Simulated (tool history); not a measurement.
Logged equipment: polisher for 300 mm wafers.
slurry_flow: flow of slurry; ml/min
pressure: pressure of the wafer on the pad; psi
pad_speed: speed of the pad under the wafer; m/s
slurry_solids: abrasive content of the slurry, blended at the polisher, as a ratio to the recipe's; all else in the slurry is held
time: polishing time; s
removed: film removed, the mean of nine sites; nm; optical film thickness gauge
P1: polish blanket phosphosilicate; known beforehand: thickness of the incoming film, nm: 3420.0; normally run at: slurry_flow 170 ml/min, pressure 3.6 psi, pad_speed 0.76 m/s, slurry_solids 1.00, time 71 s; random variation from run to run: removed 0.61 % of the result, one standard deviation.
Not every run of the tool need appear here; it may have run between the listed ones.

run	hour	slurry_flow	pressure	pad_speed	slurry_solids	time	wafers polished on this pad	hours since the slurry nozzle was cleaned	hours since the head pressure was calibrated	hours since the slurry blender was calibrated	hours since the conditioning disc was replaced	removed
1	4.6	170	3.6	0.76	1.00	71	871	44.8	853.8	126.5	143.6	483.36
2	9.1	170	3.6	0.76	1.00	32	929	49.3	858.3	131.0	148.1	217.17
3	12.7	270	3.6	0.76	1.00	71	975	52.9	861.9	134.6	151.7	514.27
4	17.8	170	3.6	0.40	0.70	71	1040	58.0	867.0	139.7	156.8	241.35
5	24.6	125	3.6	0.76	1.00	71	1127	64.8	873.8	146.5	163.6	455.76
6	32.2	170	5.1	0.76	1.40	71	1224	72.4	881.4	154.1	171.2	791.02
7	38.1	170	3.6	0.76	1.00	71	1299	78.3	887.3	160.0	177.1	488.21
8	45.4	170	3.6	0.76	1.00	99	1392	85.6	894.6	167.3	184.4	674.23
9	50.1	170	3.6	0.76	1.00	71	1452	90.3	899.3	172.0	189.1	481.82
10	54.8	170	5.5	0.76	1.00	71	1512	95.0	904.0	176.7	193.8	742.80
11	58.8	170	3.6	0.76	1.35	71	1563	99.0	908.0	180.7	197.8	556.51
12	63.6	170	3.6	1.18	1.00	71	1624	103.8	912.8	185.5	202.6	693.90
# hour 67.8: slurry nozzle cleaned
13	69.3	170	3.6	0.36	1.00	71	1697	1.6	918.5	191.2	208.3	266.76
14	75.2	170	3.6	0.76	1.00	71	1773	7.5	924.4	197.1	214.2	485.53
15	81.2	170	3.6	0.76	1.00	71	1849	13.5	930.4	203.1	220.2	482.08
16	88.6	170	3.6	0.76	0.50	71	1944	20.9	937.8	210.5	227.6	331.81
17	95.8	170	1.6	0.76	1.00	71	2036	28.1	945.0	217.7	234.8	215.70
18	103.5	170	3.6	0.76	1.00	71	2134	35.8	952.7	225.4	242.5	489.75
19	108.8	170	3.6	0.76	1.00	71	2202	41.1	958.0	230.7	247.8	468.42
20	112.4	170	3.6	0.76	1.00	71	2248	44.7	961.6	234.3	251.4	468.43
21	119.1	170	3.6	0.76	1.00	71	2333	51.4	968.3	241.0	258.1	452.87
22	126.4	170	3.6	0.76	1.00	71	2426	58.7	975.6	248.3	265.4	446.07
# hour 128.0: conditioning disc replaced and pad reconditioned
# hour 132.9: head pressure recalibrated
23	133.2	170	3.6	0.76	1.00	71	2513	65.5	0.3	255.1	5.2	446.69
24	137.8	170	3.6	0.76	1.00	71	2572	70.1	4.9	259.7	9.8	443.27
25	141.5	170	3.6	0.76	1.00	71	2619	73.8	8.6	263.4	13.5	437.08
# hour 148.7: slurry nozzle cleaned
26	148.7	170	3.6	0.76	1.00	71	2711	0.1	15.8	270.6	20.7	441.73
27	155.8	170	3.6	0.76	1.00	71	2802	7.2	22.9	277.7	27.8	438.79
28	162.8	170	3.6	0.76	1.00	71	2891	14.2	29.9	284.7	34.8	438.88
29	169.2	170	3.6	0.76	1.00	71	2973	20.6	36.3	291.1	41.2	440.09

The log shows P1 creeping away from where it was. Any of the 2 causes listed here, at the size stated for it, fits the log just as well as the others:
A: abrasive missing from the slurry, % = 18.6
B: removal rate lost through wear of the pad, % = 9.41
The gradual shift began around hour 103.5.
Why every other cause is out:
slurry flow missing at the pad, %: work on it at hour 148.7, done after the drift set in, did not restore what the process gave before
head's pressure below its setpoint, %: work on it at hour 132.9, done after the drift set in, did not restore what the process gave before
time polished since the conditioner stopped cutting, s: work on it at hour 128.0, done after the drift set in, did not restore what the process gave before

4 check runs are offered, each on 3 wafers whose results are averaged, their results left as question marks. Which one tells the causes apart?
check 1	175.6	170	1.8	0.76	1.00	95						?
check 2	175.6	245	3.6	1.14	1.00	71						?
check 3	175.6	205	3.6	0.76	1.00	36						?
check 4	175.6	170	3.6	0.52	0.55	71						?

What each check would give under each cause:
check	result	if A	if B
check 1	removed	292.88	292.88
check 2	removed	634.86	634.85
check 3	removed	227.88	227.88
check 4	removed	228.56	235.55
How far apart the two closest causes lie, in the result that separates them most: check 1 0 %; check 2 0 %; check 3 0 %; check 4 3.01 %
Of the check runs offered, only check 4 discriminates between the causes; the rest would read about the same regardless of which cause applies.

Check 4 was then run and gave: removed 227.79 nm. Which cause is it?

It is A: abrasive missing from the slurry, %.

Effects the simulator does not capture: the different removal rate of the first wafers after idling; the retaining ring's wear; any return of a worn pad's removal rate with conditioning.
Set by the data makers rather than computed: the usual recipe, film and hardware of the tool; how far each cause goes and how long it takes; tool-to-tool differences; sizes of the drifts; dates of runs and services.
